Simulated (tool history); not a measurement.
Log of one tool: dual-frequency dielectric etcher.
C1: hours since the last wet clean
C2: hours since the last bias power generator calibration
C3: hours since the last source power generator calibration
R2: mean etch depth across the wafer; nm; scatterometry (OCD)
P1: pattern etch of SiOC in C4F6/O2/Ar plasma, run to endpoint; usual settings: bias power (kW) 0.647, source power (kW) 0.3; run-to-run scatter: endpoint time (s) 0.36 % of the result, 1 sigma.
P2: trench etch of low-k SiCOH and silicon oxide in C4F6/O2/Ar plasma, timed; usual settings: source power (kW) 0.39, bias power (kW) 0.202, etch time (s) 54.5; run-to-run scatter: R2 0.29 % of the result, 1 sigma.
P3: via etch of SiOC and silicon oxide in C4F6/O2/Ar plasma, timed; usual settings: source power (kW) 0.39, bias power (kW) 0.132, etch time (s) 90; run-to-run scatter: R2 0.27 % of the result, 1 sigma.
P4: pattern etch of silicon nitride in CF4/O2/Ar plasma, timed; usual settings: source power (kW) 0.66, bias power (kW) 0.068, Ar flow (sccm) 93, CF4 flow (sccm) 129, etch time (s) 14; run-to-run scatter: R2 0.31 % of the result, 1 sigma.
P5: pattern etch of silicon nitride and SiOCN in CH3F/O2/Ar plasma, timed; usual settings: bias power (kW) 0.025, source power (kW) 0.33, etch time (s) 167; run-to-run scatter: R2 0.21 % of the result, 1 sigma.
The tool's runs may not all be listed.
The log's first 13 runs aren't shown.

Run 14, hour 46.3: process that ran P1, bias power (kW) 0.647, source power (kW) 0.3; C1 320.6; C2 532.9; C3 1092.1. Result: endpoint time (s) 9.4593.
Run 15, hour 50.1: process that ran P5, bias power (kW) 0.025, source power (kW) 0.46, etch time (s) 167; C1 324.4; C2 536.7; C3 1095.9. Result: R2 24.768 nm.
Run 16, hour 53.7: process that ran P2, bias power (kW) 0.202, source power (kW) 0.39, etch time (s) 54.5; C1 328; C2 540.3; C3 1099.5. Result: R2 175.16 nm.
Run 17, hour 57.3: process that ran P1, bias power (kW) 0.468, source power (kW) 0.3; C1 331.6; C2 543.9; C3 1103.1. Result: endpoint time (s) 10.767.
Run 18, hour 61.8: process that ran P2, bias power (kW) 0.202, source power (kW) 0.25, etch time (s) 54.5; C1 336.1; C2 548.4; C3 1107.6. Result: R2 148.51 nm.
Run 19, hour 65.3: process that ran P1, bias power (kW) 0.647, source power (kW) 0.17; C1 339.6; C2 551.9; C3 1111.1. Result: endpoint time (s) 11.74.
Run 20, hour 69.6: process that ran P4, bias power (kW) 0.049, source power (kW) 0.66, Ar flow (sccm) 93, CF4 flow (sccm) 129, etch time (s) 14; C1 343.9; C2 556.2; C3 1115.4. Result: R2 36.133 nm.
Run 21, hour 72.7: process that ran P5, bias power (kW) 0.025, source power (kW) 0.33, etch time (s) 167; C1 347; C2 559.3; C3 1118.5. Result: R2 22.012 nm.
Run 22, hour 76.2: process that ran P3, bias power (kW) 0.132, source power (kW) 0.29, etch time (s) 90; C1 350.5; C2 562.8; C3 1122. Result: R2 82.593 nm.
Run 23, hour 78.4: process that ran P1, bias power (kW) 0.897, source power (kW) 0.41; C1 352.7; C2 565; C3 1124.2. Result: endpoint time (s) 7.4687.
Run 24, hour 82.4: process that ran P2, bias power (kW) 0.277, source power (kW) 0.39, etch time (s) 54.5; C1 356.7; C2 569; C3 1128.2. Result: R2 194.62 nm.
Run 25, hour 86.2: process that ran P4, bias power (kW) 0.068, source power (kW) 0.66, Ar flow (sccm) 93, CF4 flow (sccm) 129, etch time (s) 10; C1 360.5; C2 572.8; C3 1132. Result: R2 29.097 nm.
Run 26, hour 89.8: process that ran P1, bias power (kW) 0.647, source power (kW) 0.3; C1 364.1; C2 576.4; C3 1135.6. Result: endpoint time (s) 9.5569.
Run 27, hour 94: process that ran P1, bias power (kW) 0.518, source power (kW) 0.4; C1 368.3; C2 580.6; C3 1139.8. Result: endpoint time (s) 9.3038.
Run 28, hour 98.3: process that ran P3, bias power (kW) 0.132, source power (kW) 0.39, etch time (s) 117; C1 372.6; C2 584.9; C3 1144.1. Result: R2 120.02 nm.
Run 29, hour 102.1: process that ran P5, bias power (kW) 0.031, source power (kW) 0.33, etch time (s) 167; C1 376.4; C2 588.7; C3 1147.9. Result: R2 24.49 nm.
Run 30, hour 106.4: process that ran P1, bias power (kW) 0.647, source power (kW) 0.3; C1 380.7; C2 593; C3 1152.2. Result: endpoint time (s) 9.5267.
Run 31, hour 109.4: process that ran P1, bias power (kW) 0.647, source power (kW) 0.3; C1 383.7; C2 596; C3 1155.2. Result: endpoint time (s) 9.5718.
Run 32, hour 112.6: process that ran P1, bias power (kW) 0.647, source power (kW) 0.3; C1 386.9; C2 599.2; C3 1158.4. Result: endpoint time (s) 9.6834.

Run 33 comes next. What will it give?
Run 33, hour 114.6: process that ran P1, bias power (kW) 0.647, source power (kW) 0.3; C1 388.9; C2 601.2; C3 1160.4. Result: endpoint time (s) ?.

{"run 33": {"endpoint time (s)": 9.6941}}
